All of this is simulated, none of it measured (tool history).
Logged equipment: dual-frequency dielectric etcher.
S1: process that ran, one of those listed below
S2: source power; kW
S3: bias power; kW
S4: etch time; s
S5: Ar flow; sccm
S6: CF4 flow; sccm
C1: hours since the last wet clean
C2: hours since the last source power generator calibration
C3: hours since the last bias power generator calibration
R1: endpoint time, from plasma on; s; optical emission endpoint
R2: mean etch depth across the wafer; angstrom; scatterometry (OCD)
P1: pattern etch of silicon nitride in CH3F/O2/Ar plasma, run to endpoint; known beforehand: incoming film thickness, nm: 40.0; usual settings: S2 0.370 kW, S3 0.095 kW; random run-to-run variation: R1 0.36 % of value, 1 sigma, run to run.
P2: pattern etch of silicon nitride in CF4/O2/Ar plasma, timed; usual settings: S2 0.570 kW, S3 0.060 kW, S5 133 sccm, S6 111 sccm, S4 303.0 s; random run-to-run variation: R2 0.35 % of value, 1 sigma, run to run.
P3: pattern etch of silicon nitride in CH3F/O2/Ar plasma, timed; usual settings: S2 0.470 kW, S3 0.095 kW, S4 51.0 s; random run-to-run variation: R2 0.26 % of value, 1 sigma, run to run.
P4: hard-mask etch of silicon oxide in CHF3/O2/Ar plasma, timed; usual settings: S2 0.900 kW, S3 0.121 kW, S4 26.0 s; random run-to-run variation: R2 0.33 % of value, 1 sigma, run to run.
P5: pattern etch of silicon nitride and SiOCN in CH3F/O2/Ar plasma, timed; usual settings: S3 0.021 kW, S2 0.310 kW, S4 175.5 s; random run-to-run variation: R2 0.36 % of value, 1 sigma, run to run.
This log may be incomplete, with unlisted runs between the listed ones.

Run 1, day 0.200: S1 P1, S2 0.370 kW, S3 0.095 kW; C1 255.9; C2 1061.2; C3 3063.0. Result: R1 52.777 s.
Run 2, day 0.612: S1 P1, S2 0.460 kW, S3 0.095 kW; C1 265.8; C2 1071.1; C3 3072.9. Result: R1 48.857 s.
Run 3, day 0.967: S1 P4, S2 0.670 kW, S3 0.121 kW, S4 26.0 s; C1 274.3; C2 1079.6; C3 3081.4. Result: R2 465.18 angstrom.
Run 4, day 1.321: S1 P2, S2 0.570 kW, S3 0.060 kW, S4 303.0 s, S5 133 sccm, S6 142 sccm; C1 282.8; C2 1088.1; C3 3089.9. Result: R2 7024.60 angstrom.
Run 5, day 1.571: S1 P5, S2 0.230 kW, S3 0.021 kW, S4 175.5 s; C1 288.8; C2 1094.1; C3 3095.9. Result: R2 194.89 angstrom.
Run 6, day 1.821: S1 P1, S2 0.370 kW, S3 0.062 kW; C1 294.8; C2 1100.1; C3 3101.9. Result: R1 61.393 s.
Run 7, day 2.033: S1 P3, S2 0.470 kW, S3 0.095 kW, S4 38.5 s; C1 299.9; C2 1105.2; C3 3107.0. Result: R2 315.08 angstrom.
Run 8, day 2.433: S1 P1, S2 0.440 kW, S3 0.126 kW; C1 309.5; C2 1114.8; C3 3116.6. Result: R1 44.647 s.
Run 9, day 2.754: S1 P2, S2 0.570 kW, S3 0.060 kW, S4 169.5 s, S5 133 sccm, S6 111 sccm; C1 317.2; C2 1122.5; C3 3124.3. Result: R2 3803.20 angstrom.
Run 10, day 2.967: S1 P5, S2 0.310 kW, S3 0.029 kW, S4 175.5 s; C1 322.3; C2 1127.6; C3 3129.4. Result: R2 250.94 angstrom.
Run 11, day 3.392: S1 P2, S2 0.390 kW, S3 0.060 kW, S4 303.0 s, S5 133 sccm, S6 111 sccm; C1 332.5; C2 1137.8; C3 3139.6. Result: R2 4913.30 angstrom.
Run 12, day 3.775: S1 P1, S2 0.370 kW, S3 0.095 kW; C1 341.7; C2 1147.0; C3 3148.8. Result: R1 52.735 s.
Run 13, day 4.158: S1 P3, S2 0.470 kW, S3 0.116 kW, S4 51.0 s; C1 350.9; C2 1156.2; C3 3158.0. Result: R2 450.97 angstrom.
Run 14, day 4.496: S1 P1, S2 0.370 kW, S3 0.095 kW; C1 359.0; C2 1164.3; C3 3166.1. Result: R1 52.873 s.
Run 15, day 4.879: S1 P1, S2 0.370 kW, S3 0.125 kW; C1 368.2; C2 1173.5; C3 3175.3. Result: R1 47.837 s.
Run 16, day 5.304: S1 P3, S2 0.470 kW, S3 0.095 kW, S4 51.0 s; C1 378.4; C2 1183.7; C3 3185.5. Result: R2 421.02 angstrom.
Run 17, day 5.679: S1 P1, S2 0.490 kW, S3 0.059 kW; C1 387.4; C2 1192.7; C3 3194.5. Result: R1 56.292 s.
Run 18, day 5.975: S1 P2, S2 0.570 kW, S3 0.060 kW, S4 303.0 s, S5 133 sccm, S6 111 sccm; C1 394.5; C2 1199.8; C3 3201.6. Result: R2 6825.90 angstrom.
Run 19, day 6.292: S1 P4, S2 0.900 kW, S3 0.074 kW, S4 26.0 s; C1 402.1; C2 1207.4; C3 3209.2. Result: R2 454.16 angstrom.
Run 20, day 6.604: S1 P2, S2 0.570 kW, S3 0.060 kW, S4 303.0 s, S5 78 sccm, S6 111 sccm; C1 409.6; C2 1214.9; C3 3216.7. Result: R2 7279.10 angstrom.
Run 21, day 6.825: S1 P2, S2 0.570 kW, S3 0.074 kW, S4 303.0 s, S5 133 sccm, S6 111 sccm; C1 414.9; C2 1220.2; C3 3222.0. Result: R2 7403.30 angstrom.
Run 22, day 7.092: S1 P4, S2 0.900 kW, S3 0.121 kW, S4 26.0 s; C1 421.3; C2 1226.6; C3 3228.4. Result: R2 518.70 angstrom.
Run 23, day 7.479: S1 P5, S2 0.310 kW, S3 0.021 kW, S4 175.5 s; C1 430.6; C2 1235.9; C3 3237.7. Result: R2 215.14 angstrom.
Run 24, day 7.833: S1 P3, S2 0.370 kW, S3 0.095 kW, S4 51.0 s; C1 439.1; C2 1244.4; C3 3246.2. Result: R2 383.26 angstrom.
Run 25, day 8.267: S1 P1, S2 0.240 kW, S3 0.095 kW; C1 449.5; C2 1254.8; C3 3256.6. Result: R1 62.471 s.
Run 26, day 8.542: S1 P1, S2 0.370 kW, S3 0.095 kW; C1 456.1; C2 1261.4; C3 3263.2. Result: R1 52.752 s.
Run 27, day 8.879: S1 P5, S2 0.310 kW, S3 0.021 kW, S4 175.5 s; C1 464.2; C2 1269.5; C3 3271.3. Result: R2 215.08 angstrom.

Expected results for the next run?
Run 28, day 9.296: S1 P4, S2 0.900 kW, S3 0.121 kW, S4 32.5 s; C1 474.2; C2 1279.5; C3 3281.3. Result: R2 ?.

R2: 651.58 angstrom

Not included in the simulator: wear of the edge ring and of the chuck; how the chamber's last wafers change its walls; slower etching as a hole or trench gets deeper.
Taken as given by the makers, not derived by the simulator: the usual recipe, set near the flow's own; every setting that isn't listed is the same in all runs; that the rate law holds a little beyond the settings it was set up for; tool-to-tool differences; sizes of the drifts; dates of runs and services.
